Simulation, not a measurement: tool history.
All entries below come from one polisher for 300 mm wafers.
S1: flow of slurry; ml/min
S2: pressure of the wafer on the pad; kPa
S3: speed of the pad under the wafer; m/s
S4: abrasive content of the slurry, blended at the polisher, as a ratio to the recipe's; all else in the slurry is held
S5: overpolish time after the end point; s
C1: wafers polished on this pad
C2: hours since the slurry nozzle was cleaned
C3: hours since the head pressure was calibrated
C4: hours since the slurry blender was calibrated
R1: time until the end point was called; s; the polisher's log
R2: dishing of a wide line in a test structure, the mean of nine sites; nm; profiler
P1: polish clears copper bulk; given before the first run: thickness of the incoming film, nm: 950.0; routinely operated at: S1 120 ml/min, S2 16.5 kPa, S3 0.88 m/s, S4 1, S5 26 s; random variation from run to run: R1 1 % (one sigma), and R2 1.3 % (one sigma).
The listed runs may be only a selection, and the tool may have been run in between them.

run	day	S1	S2	S3	S4	S5	C1	C2	C3	C4	R1	R2
1	0.346	120	16.5	0.88	1	26	754	167.3	262.4	33.5	128.28	63.707
2	0.721	120	16.5	0.88	1	26	820	176.3	271.4	42.5	129.94	63.858
3	0.971	120	16.5	0.88	0.55	26	864	182.3	277.4	48.5	147.6	60.684
4	1.317	120	16.5	0.88	1.45	26	925	190.6	285.7	56.8	119.26	65.81
# day 1.338: slurry nozzle cleaned
5	1.783	120	11	0.88	1	26	1007	10.7	296.9	68	192.9	49.519
6	2.175	150	16.5	0.88	1	8	1076	20.1	306.3	77.4	126.16	34.906
# day 2.512: head pressure recalibrated
7	2.567	120	16.5	0.88	1	53	1145	29.5	1.3	86.8	128.54	72.637
8	2.992	120	25.5	0.88	1	26	1220	39.7	11.5	97	83.622	80.098
9	3.271	120	16.5	0.88	1	8	1269	46.4	18.2	103.7	127.93	33.458
10	3.662	75	16.5	0.88	1	26	1338	55.8	27.6	113.1	147.68	60.206
11	4.058	120	16.5	1.24	1	26	1407	65.3	37.1	122.6	91.873	70.493
12	4.388	120	16.5	0.64	1	26	1465	73.2	45	130.5	177.53	55.639
13	4.788	120	16.5	0.88	1	26	1536	82.8	54.6	140.1	127.96	64.41
14	5.175	170	16.5	0.88	1	26	1604	92.1	63.9	149.4	119.63	66.522
15	5.425	120	16.5	0.88	1	26	1648	98.1	69.9	155.4	128.37	63.124
16	5.904	120	16.5	0.88	1	26	1732	109.6	81.4	166.9	128.98	63.978
17	6.142	120	16.5	0.88	1	26	1774	115.3	87.1	172.6	129.24	63.29
18	6.525	120	16.5	0.88	1	26	1841	124.5	96.3	181.8	128.6	64.035
19	6.829	120	16.5	0.88	1	26	1895	131.8	103.6	189.1	131.99	63.775
20	7.2	120	16.5	0.88	1	26	1960	140.7	112.5	198	136.03	63.192
21	7.488	120	16.5	0.88	1	26	2011	147.6	119.4	204.9	135.88	61.851
22	7.904	120	16.5	0.88	1	26	2084	157.6	129.4	214.9	141.98	61.167
# day 7.946: head pressure recalibrated
23	8.379	120	16.5	0.88	1	26	2167	169	10.5	226.3	139.07	61.121
# day 8.471: slurry blender recalibrated
24	8.667	120	16.5	0.88	1	26	2218	175.9	17.4	4.7	141.86	62.89
25	9.083	120	16.5	0.88	1	26	2291	185.9	27.4	14.7	138.59	61.255
26	9.475	120	16.5	0.88	1	26	2360	195.3	36.8	24.1	142.14	61.859
27	9.688	120	16.5	0.88	1	26	2398	200.4	41.9	29.2	140.45	62.032

P1 no longer gives what it gave before; its output has crept away from where it was. The following 2 causes, each at its listed size, fit the log equally well:
A: removal rate lost through wear of the pad, % = 9.06
B: slurry flow missing at the pad, % = 31.5
At approximately day 6.525, the process output began to creep.
Every other cause this tool's parts could produce, and why it does not fit the log:
head's pressure below its setpoint, %: serviced at day 7.946, after the drift had started, without restoring the earlier output
abrasive missing from the slurry, %: serviced at day 8.471, after the drift had started, without restoring the earlier output

Each of the check runs listed below is run on 5 wafers and reports their average, with the results left as question marks. Pick the one under which the possible causes would lead to clearly different results.
check 1	9.9	80	16.5	0.88	1	10					?	?
check 2	9.9	120	23.4	0.88	1	49					?	?
check 3	9.9	120	21.4	0.88	1.45	26					?	?
check 4	9.9	120	16.5	0.88	1	9					?	?

Check results expected under each cause:
check	result	if A	if B
check 1	R1	157.62	163.94
check 1	R2	33.971	33.008
check 2	R1	100.35	100.36
check 2	R2	82.454	82.453
check 3	R1	101.46	101.48
check 3	R2	72.797	72.794
check 4	R1	142.16	142.18
check 4	R2	33.918	33.914
Separation of the two closest causes in each check, using whichever result separates them best: check 1 3.93 %; check 2 0.01 %; check 3 0.01 %; check 4 0.01 %
Only in check 1 would the causes give clearly different results; in the remaining checks their results would be nearly the same.

Running check 1 produced the following: R1 164.09 s; R2 33.244 nm. Which one of the listed causes fits?

B is the cause: slurry flow missing at the pad, %.
